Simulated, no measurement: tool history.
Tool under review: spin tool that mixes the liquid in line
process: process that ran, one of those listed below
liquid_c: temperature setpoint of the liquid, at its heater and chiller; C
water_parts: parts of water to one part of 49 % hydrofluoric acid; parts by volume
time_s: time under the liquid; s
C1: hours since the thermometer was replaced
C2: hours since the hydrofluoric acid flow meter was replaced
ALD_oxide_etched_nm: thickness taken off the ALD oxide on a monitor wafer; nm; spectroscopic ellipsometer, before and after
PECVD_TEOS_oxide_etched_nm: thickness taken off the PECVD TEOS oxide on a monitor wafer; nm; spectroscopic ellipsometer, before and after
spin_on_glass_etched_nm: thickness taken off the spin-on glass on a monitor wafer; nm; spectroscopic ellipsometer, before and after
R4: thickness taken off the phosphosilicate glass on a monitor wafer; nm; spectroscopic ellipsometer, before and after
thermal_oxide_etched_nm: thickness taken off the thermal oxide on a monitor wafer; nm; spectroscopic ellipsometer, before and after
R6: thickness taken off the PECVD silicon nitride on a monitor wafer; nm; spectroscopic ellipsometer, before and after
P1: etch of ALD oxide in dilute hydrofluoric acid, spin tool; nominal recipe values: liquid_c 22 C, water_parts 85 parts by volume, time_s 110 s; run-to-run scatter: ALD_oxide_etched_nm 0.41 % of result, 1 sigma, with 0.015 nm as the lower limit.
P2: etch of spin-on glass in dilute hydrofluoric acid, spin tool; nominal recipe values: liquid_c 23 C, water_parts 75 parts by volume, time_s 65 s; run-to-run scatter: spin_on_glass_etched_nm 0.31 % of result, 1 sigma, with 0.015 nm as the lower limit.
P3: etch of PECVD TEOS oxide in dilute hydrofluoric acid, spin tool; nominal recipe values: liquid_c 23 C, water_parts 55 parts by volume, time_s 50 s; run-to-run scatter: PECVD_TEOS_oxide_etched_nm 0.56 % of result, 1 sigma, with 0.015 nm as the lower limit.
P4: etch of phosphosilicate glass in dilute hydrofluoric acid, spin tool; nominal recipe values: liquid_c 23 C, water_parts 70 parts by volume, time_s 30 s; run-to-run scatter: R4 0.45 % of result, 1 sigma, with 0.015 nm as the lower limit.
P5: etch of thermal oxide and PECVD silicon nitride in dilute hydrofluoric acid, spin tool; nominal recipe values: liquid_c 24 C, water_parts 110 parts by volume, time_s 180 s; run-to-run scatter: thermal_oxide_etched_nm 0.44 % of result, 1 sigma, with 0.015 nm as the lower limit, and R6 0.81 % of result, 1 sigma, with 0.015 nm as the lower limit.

run 1 day=0.317 | process=P1 liquid_c=22 water_parts=85 time_s=110 | C1=306.4 C2=546.9 | ALD_oxide_etched_nm=12.135
run 2 day=0.554 | process=P3 liquid_c=23 water_parts=55 time_s=95 | C1=312.1 C2=552.6 | PECVD_TEOS_oxide_etched_nm=21.139
run 3 day=0.846 | process=P2 liquid_c=23 water_parts=75 time_s=65 | C1=319.1 C2=559.6 | spin_on_glass_etched_nm=30.388
run 4 day=1.071 | process=P3 liquid_c=23 water_parts=55 time_s=50 | C1=324.5 C2=565 | PECVD_TEOS_oxide_etched_nm=11.083
run 5 day=1.529 | process=P3 liquid_c=23 water_parts=80 time_s=50 | C1=335.5 C2=576 | PECVD_TEOS_oxide_etched_nm=7.4511
run 6 day=1.933 | process=P4 liquid_c=23 water_parts=35 time_s=30 | C1=345.2 C2=585.7 | R4=58.357
run 7 day=2.158 | process=P3 liquid_c=23 water_parts=55 time_s=50 | C1=350.6 C2=591.1 | PECVD_TEOS_oxide_etched_nm=11.163
run 8 day=2.567 | process=P1 liquid_c=22 water_parts=85 time_s=110 | C1=360.4 C2=600.9 | ALD_oxide_etched_nm=12.116
run 9 day=2.875 | process=P1 liquid_c=29.5 water_parts=85 time_s=110 | C1=367.8 C2=608.3 | ALD_oxide_etched_nm=16.332
-- day=2.896 thermometer replaced
run 10 day=3.296 | process=P1 liquid_c=22 water_parts=85 time_s=45 | C1=9.7 C2=618.4 | ALD_oxide_etched_nm=4.9565
run 11 day=3.512 | process=P1 liquid_c=22 water_parts=85 time_s=185 | C1=14.9 C2=623.6 | ALD_oxide_etched_nm=20.466
run 12 day=3.971 | process=P2 liquid_c=17 water_parts=75 time_s=65 | C1=25.9 C2=634.6 | spin_on_glass_etched_nm=23.684
run 13 day=4.25 | process=P1 liquid_c=22 water_parts=85 time_s=110 | C1=32.6 C2=641.3 | ALD_oxide_etched_nm=12.22
run 14 day=4.675 | process=P1 liquid_c=22 water_parts=140 time_s=110 | C1=42.8 C2=651.5 | ALD_oxide_etched_nm=6.9457
run 15 day=5.125 | process=P4 liquid_c=23 water_parts=70 time_s=30 | C1=53.6 C2=662.3 | R4=28.058
run 16 day=5.454 | process=P2 liquid_c=23 water_parts=35 time_s=65 | C1=61.5 C2=670.2 | spin_on_glass_etched_nm=68.93
run 17 day=5.892 | process=P1 liquid_c=22 water_parts=85 time_s=110 | C1=72 C2=680.7 | ALD_oxide_etched_nm=12.217
run 18 day=6.371 | process=P1 liquid_c=22 water_parts=40 time_s=110 | C1=83.5 C2=692.2 | ALD_oxide_etched_nm=27.309
run 19 day=6.596 | process=P5 liquid_c=24 water_parts=110 time_s=180 | C1=88.9 C2=697.6 | thermal_oxide_etched_nm=7.7553 R6=2.8702
run 20 day=6.85 | process=P1 liquid_c=22 water_parts=110 time_s=50 | C1=95 C2=703.7 | ALD_oxide_etched_nm=4.1149
run 21 day=7.125 | process=P1 liquid_c=18.5 water_parts=85 time_s=110 | C1=101.6 C2=710.3 | ALD_oxide_etched_nm=10.573
run 22 day=7.612 | process=P5 liquid_c=24 water_parts=25 time_s=180 | C1=113.3 C2=722 | thermal_oxide_etched_nm=37.794 R6=12.109
run 23 day=7.992 | process=P1 liquid_c=17 water_parts=125 time_s=110 | C1=122.4 C2=731.1 | ALD_oxide_etched_nm=6.4703
run 24 day=8.475 | process=P5 liquid_c=31 water_parts=110 time_s=180 | C1=134 C2=742.7 | thermal_oxide_etched_nm=10.153 R6=4.3999
run 25 day=8.704 | process=P5 liquid_c=24 water_parts=110 time_s=25 | C1=139.5 C2=748.2 | thermal_oxide_etched_nm=1.0855 R6=0.3934
run 26 day=9.054 | process=P4 liquid_c=28.5 water_parts=70 time_s=30 | C1=147.9 C2=756.6 | R4=34.96
run 27 day=9.317 | process=P2 liquid_c=23 water_parts=75 time_s=15 | C1=154.2 C2=762.9 | spin_on_glass_etched_nm=7.0121
run 28 day=9.671 | process=P4 liquid_c=23 water_parts=70 time_s=60 | C1=162.7 C2=771.4 | R4=55.749
run 29 day=10.121 | process=P3 liquid_c=27 water_parts=55 time_s=50 | C1=173.5 C2=782.2 | PECVD_TEOS_oxide_etched_nm=13.136
run 30 day=10.592 | process=P4 liquid_c=23 water_parts=70 time_s=30 | C1=184.8 C2=793.5 | R4=27.852
run 31 day=10.954 | process=P1 liquid_c=22 water_parts=85 time_s=110 | C1=193.5 C2=802.2 | ALD_oxide_etched_nm=12.127

Estimate the outcome of run 32 from the log above:
run 32 day=11.279 | process=P1 liquid_c=22 water_parts=85 time_s=110 | C1=201.3 C2=810 | ALD_oxide_etched_nm=?

Logged for run 32: ALD_oxide_etched_nm 12.473 nm.
